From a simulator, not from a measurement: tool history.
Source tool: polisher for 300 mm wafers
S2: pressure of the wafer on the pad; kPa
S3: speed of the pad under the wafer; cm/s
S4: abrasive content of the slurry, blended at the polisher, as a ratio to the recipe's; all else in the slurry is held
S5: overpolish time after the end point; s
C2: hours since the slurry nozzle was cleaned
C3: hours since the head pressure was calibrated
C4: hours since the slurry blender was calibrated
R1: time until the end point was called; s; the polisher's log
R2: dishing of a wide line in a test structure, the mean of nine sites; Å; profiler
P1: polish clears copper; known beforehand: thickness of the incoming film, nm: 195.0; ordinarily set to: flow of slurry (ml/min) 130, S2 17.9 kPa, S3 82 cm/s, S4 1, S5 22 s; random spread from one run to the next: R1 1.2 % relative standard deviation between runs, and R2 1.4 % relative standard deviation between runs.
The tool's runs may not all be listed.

run 1 hour=7.1 | flow_of_slurry_(ml/min)=130 S2=17.9 S3=82 S4=1 S5=22 | wafers_polished_on_this_pad=158 C2=137.2 C3=134 C4=253.3 | R1=101.06 R2=297.99
run 2 hour=14.3 | flow_of_slurry_(ml/min)=130 S2=17.9 S3=82 S4=1 S5=22 | wafers_polished_on_this_pad=234 C2=144.4 C3=141.2 C4=260.5 | R1=98.038 R2=307.96
run 3 hour=23.4 | flow_of_slurry_(ml/min)=130 S2=17.9 S3=112 S4=1 S5=22 | wafers_polished_on_this_pad=329 C2=153.5 C3=150.3 C4=269.6 | R1=71.409 R2=395.57
run 4 hour=35.4 | flow_of_slurry_(ml/min)=130 S2=17.9 S3=82 S4=1 S5=7 | wafers_polished_on_this_pad=454 C2=165.5 C3=162.3 C4=281.6 | R1=99.536 R2=104.82
run 5 hour=41.4 | flow_of_slurry_(ml/min)=130 S2=17.9 S3=82 S4=1.5 S5=22 | wafers_polished_on_this_pad=517 C2=171.5 C3=168.3 C4=287.6 | R1=93.122 R2=326.57
run 6 hour=49.5 | flow_of_slurry_(ml/min)=80 S2=17.9 S3=82 S4=1 S5=32 | wafers_polished_on_this_pad=602 C2=179.6 C3=176.4 C4=295.7 | R1=108.16 R2=369.67
-- hour=55.8 head pressure recalibrated
run 7 hour=55.9 | flow_of_slurry_(ml/min)=200 S2=24.8 S3=82 S4=1 S5=22 | wafers_polished_on_this_pad=669 C2=186 C3=0.2 C4=302.1 | R1=65.989 R2=421.39
run 8 hour=62.1 | flow_of_slurry_(ml/min)=130 S2=17.9 S3=82 S4=1 S5=22 | wafers_polished_on_this_pad=734 C2=192.2 C3=6.4 C4=308.3 | R1=97.031 R2=298.69
-- hour=65.7 slurry blender recalibrated
run 9 hour=71.2 | flow_of_slurry_(ml/min)=80 S2=17.9 S3=82 S4=1 S5=22 | wafers_polished_on_this_pad=829 C2=201.3 C3=15.5 C4=5.5 | R1=110.42 R2=269.64
run 10 hour=82 | flow_of_slurry_(ml/min)=130 S2=17.9 S3=82 S4=0.7 S5=22 | wafers_polished_on_this_pad=942 C2=212.1 C3=26.3 C4=16.3 | R1=106.27 R2=287.96
run 11 hour=92 | flow_of_slurry_(ml/min)=130 S2=17.9 S3=82 S4=1 S5=22 | wafers_polished_on_this_pad=1046 C2=222.1 C3=36.3 C4=26.3 | R1=98.222 R2=303.95
run 12 hour=103.8 | flow_of_slurry_(ml/min)=130 S2=17.9 S3=82 S4=1 S5=44 | wafers_polished_on_this_pad=1170 C2=233.9 C3=48.1 C4=38.1 | R1=98.555 R2=508.57
run 13 hour=110.9 | flow_of_slurry_(ml/min)=130 S2=17.9 S3=48 S4=1 S5=22 | wafers_polished_on_this_pad=1244 C2=241 C3=55.2 C4=45.2 | R1=166.34 R2=189.25
run 14 hour=116.3 | flow_of_slurry_(ml/min)=130 S2=9.7 S3=82 S4=1 S5=22 | wafers_polished_on_this_pad=1301 C2=246.4 C3=60.6 C4=50.6 | R1=186.41 R2=168.96
run 15 hour=122.2 | flow_of_slurry_(ml/min)=130 S2=22.8 S3=82 S4=1 S5=22 | wafers_polished_on_this_pad=1362 C2=252.3 C3=66.5 C4=56.5 | R1=77.769 R2=378.19
run 16 hour=133.2 | flow_of_slurry_(ml/min)=80 S2=17.9 S3=52 S4=1 S5=22 | wafers_polished_on_this_pad=1477 C2=263.3 C3=77.5 C4=67.5 | R1=174.75 R2=184.89
run 17 hour=139.2 | flow_of_slurry_(ml/min)=175 S2=17.9 S3=82 S4=1 S5=22 | wafers_polished_on_this_pad=1540 C2=269.3 C3=83.5 C4=73.5 | R1=95.023 R2=322.95
run 18 hour=149.3 | flow_of_slurry_(ml/min)=130 S2=17.9 S3=82 S4=1 S5=22 | wafers_polished_on_this_pad=1646 C2=279.4 C3=93.6 C4=83.6 | R1=98.068 R2=295.73
run 19 hour=156.4 | flow_of_slurry_(ml/min)=130 S2=17.9 S3=82 S4=1 S5=22 | wafers_polished_on_this_pad=1720 C2=286.5 C3=100.7 C4=90.7 | R1=97.809 R2=308.44
run 20 hour=163.7 | flow_of_slurry_(ml/min)=130 S2=17.9 S3=82 S4=1 S5=22 | wafers_polished_on_this_pad=1796 C2=293.8 C3=108 C4=98 | R1=103.17 R2=291.59
run 21 hour=172.9 | flow_of_slurry_(ml/min)=130 S2=17.9 S3=82 S4=1 S5=22 | wafers_polished_on_this_pad=1893 C2=303 C3=117.2 C4=107.2 | R1=104.84 R2=290.21
run 22 hour=182.6 | flow_of_slurry_(ml/min)=130 S2=17.9 S3=82 S4=1 S5=22 | wafers_polished_on_this_pad=1994 C2=312.7 C3=126.9 C4=116.9 | R1=108.08 R2=285.04
run 23 hour=189.3 | flow_of_slurry_(ml/min)=130 S2=17.9 S3=82 S4=1 S5=22 | wafers_polished_on_this_pad=2064 C2=319.4 C3=133.6 C4=123.6 | R1=108.02 R2=275.55
run 24 hour=194.6 | flow_of_slurry_(ml/min)=130 S2=17.9 S3=82 S4=1 S5=22 | wafers_polished_on_this_pad=2120 C2=324.7 C3=138.9 C4=128.9 | R1=107.63 R2=278.15
run 25 hour=201 | flow_of_slurry_(ml/min)=130 S2=17.9 S3=82 S4=1 S5=22 | wafers_polished_on_this_pad=2187 C2=331.1 C3=145.3 C4=135.3 | R1=109.58 R2=272.86
-- hour=201.2 head pressure recalibrated
run 26 hour=212.6 | flow_of_slurry_(ml/min)=130 S2=17.9 S3=82 S4=1 S5=22 | wafers_polished_on_this_pad=2308 C2=342.7 C3=11.5 C4=146.9 | R1=108.64 R2=278.34
-- hour=218.4 slurry blender recalibrated
run 27 hour=224.3 | flow_of_slurry_(ml/min)=130 S2=17.9 S3=82 S4=1 S5=22 | wafers_polished_on_this_pad=2430 C2=354.4 C3=23.2 C4=6 | R1=110.97 R2=276.16
run 28 hour=232.1 | flow_of_slurry_(ml/min)=130 S2=17.9 S3=82 S4=1 S5=22 | wafers_polished_on_this_pad=2512 C2=362.2 C3=31 C4=13.8 | R1=110.25 R2=272.93
run 29 hour=243.9 | flow_of_slurry_(ml/min)=130 S2=17.9 S3=82 S4=1 S5=22 | wafers_polished_on_this_pad=2635 C2=374 C3=42.8 C4=25.6 | R1=109.91 R2=285.86
run 30 hour=252.1 | flow_of_slurry_(ml/min)=130 S2=17.9 S3=82 S4=1 S5=22 | wafers_polished_on_this_pad=2721 C2=382.2 C3=51 C4=33.8 | R1=112.36 R2=273.56

Compared with where it was, what P1 gives has crept away. Each cause listed below fits the log as well as the rest, at the size given for it:
A: slurry flow missing at the pad, % = 36.2
B: removal rate lost through wear of the pad, % = 10.3
Onset of the creep was near hour 156.4.
What rules out each remaining cause:
head's pressure below its setpoint, %: work on it at hour 201.2, done after the drift set in, did not restore what the process gave before
abrasive missing from the slurry, %: work on it at hour 218.4, done after the drift set in, did not restore what the process gave before

Consider the 4 check runs below, whose results appear as question marks and each of which averages 3 wafers. Which one distinguishes the causes, in that each cause would give it a clearly different result?
run check 1 hour=260.3 | flow_of_slurry_(ml/min)=130 S2=17.9 S3=82 S4=1.5 S5=30 | R1=? R2=?
run check 2 hour=260.3 | flow_of_slurry_(ml/min)=80 S2=22.1 S3=82 S4=1 S5=22 | R1=? R2=?
run check 3 hour=260.3 | flow_of_slurry_(ml/min)=130 S2=11 S3=82 S4=1 S5=22 | R1=? R2=?
run check 4 hour=260.3 | flow_of_slurry_(ml/min)=130 S2=22.8 S3=82 S4=1.4 S5=22 | R1=? R2=?

If the cause were each of the candidates in turn, the checks would give the following:
check=check_1 result=R1 if_A=101.29 if_B=101.28
check=check_1 result=R2 if_A=383.39 if_B=383.43
check=check_2 result=R1 if_A=107.2 if_B=101.37
check=check_2 result=R2 if_A=285.77 if_B=299.85
check=check_3 result=R1 if_A=179.91 if_B=179.89
check=check_3 result=R2 if_A=175.81 if_B=175.83
check=check_4 result=R1 if_A=81.045 if_B=81.035
check=check_4 result=R2 if_A=362.48 if_B=362.52
Gap, in per cent, between the two causes that each check separates least, read from the result that separates them most: check 1 0.01 %; check 2 5.59 %; check 3 0.01 %; check 4 0.01 %
Check 2 is the one run that separates the causes; every other check would come out nearly the same whichever cause is at work.

Here is what check 2 returned: R1 102.76 s; R2 296.67 Å. Which cause is it?

Of the candidate causes, it is B: removal rate lost through wear of the pad, %.
